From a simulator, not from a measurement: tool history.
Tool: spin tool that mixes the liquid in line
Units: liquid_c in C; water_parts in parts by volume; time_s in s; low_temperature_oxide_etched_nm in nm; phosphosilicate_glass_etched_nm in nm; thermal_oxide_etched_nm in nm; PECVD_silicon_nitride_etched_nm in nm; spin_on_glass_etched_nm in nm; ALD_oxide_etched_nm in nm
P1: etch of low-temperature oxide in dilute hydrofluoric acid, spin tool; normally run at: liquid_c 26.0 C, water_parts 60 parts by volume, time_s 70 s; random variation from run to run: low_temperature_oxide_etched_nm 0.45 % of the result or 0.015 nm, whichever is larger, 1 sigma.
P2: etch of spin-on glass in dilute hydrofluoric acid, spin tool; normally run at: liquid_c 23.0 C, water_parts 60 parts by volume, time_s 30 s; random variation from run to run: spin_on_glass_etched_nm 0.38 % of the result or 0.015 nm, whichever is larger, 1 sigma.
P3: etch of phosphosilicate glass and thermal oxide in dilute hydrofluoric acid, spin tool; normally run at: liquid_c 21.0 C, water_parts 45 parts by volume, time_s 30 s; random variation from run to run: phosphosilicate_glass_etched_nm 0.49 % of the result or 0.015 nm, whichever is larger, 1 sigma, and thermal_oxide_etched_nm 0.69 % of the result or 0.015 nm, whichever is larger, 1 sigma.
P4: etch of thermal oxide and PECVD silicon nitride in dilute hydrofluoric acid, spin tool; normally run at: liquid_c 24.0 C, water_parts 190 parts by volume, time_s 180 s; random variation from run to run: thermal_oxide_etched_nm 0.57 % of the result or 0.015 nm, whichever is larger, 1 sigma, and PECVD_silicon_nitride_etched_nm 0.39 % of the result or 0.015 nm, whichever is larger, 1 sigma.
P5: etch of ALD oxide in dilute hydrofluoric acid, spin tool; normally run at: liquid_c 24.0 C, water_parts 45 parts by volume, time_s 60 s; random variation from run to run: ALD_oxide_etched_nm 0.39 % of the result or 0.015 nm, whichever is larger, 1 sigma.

run   hour  process  liquid_c  water_parts  time_s  low_temperature_oxide_etched_nm  phosphosilicate_glass_etched_nm  thermal_oxide_etched_nm  PECVD_silicon_nitride_etched_nm  spin_on_glass_etched_nm  ALD_oxide_etched_nm
  1   17.5       P1      26.0           60      70                          29.1530
  2   25.9       P1      26.0           60     130                          53.6570
  3   41.4       P3      21.0           45      30                                                            84.588                   3.0169
  4   53.5       P4      32.0          190     180                                                                                     5.6600                           8.2830
  5   67.7       P3      21.0           30      30                                                           129.970                   4.6681
  6   75.5       P2      23.0           60      30                                                                                                                                               29.842
  7   83.5       P2      30.0           60      30                                                                                                                                               39.697
  8   92.7       P5      24.0           45      95                                                                                                                                                                    74.219
  9  103.7       P2      23.0           60      15                                                                                                                                               14.905
 10  111.7       P1      33.5           60      70                          39.0240
 11  121.1       P1      26.0           60      70                          29.0940
 12  133.8       P1      19.5           60      70                          22.3250
 13  146.8       P4      24.0          190     180                                                                                     4.2833                           5.0907
 14  163.2       P5      24.0           75      60                                                                                                                                                                    27.006
 15  181.1       P1      26.0           95      20                           4.9801
 16  198.0       P1      26.0           35      70                          51.7510
 17  211.8       P3      21.0           45      30                                                            85.512                   3.0030
 18  226.3       P1      26.0           60      70                          29.1790
 19  240.3       P5      24.0           45      60                                                                                                                                                                    46.969
 20  258.1       P2      23.0           85      30                                                                                                                                               20.511
 21  274.2       P4      24.0          285     180                                                                                     2.5430                           3.4007
 22  285.5       P1      26.0           60      15                           6.2760
 23  294.3       P3      21.0           45      60                                                           171.820                   6.0777

The next listed run, before its measurement:
 24  311.4       P3      26.0           45      30                                                                 ?                        ?

{"run 24": {"phosphosilicate_glass_etched_nm": 105.25, "thermal_oxide_etched_nm": 3.7474}}
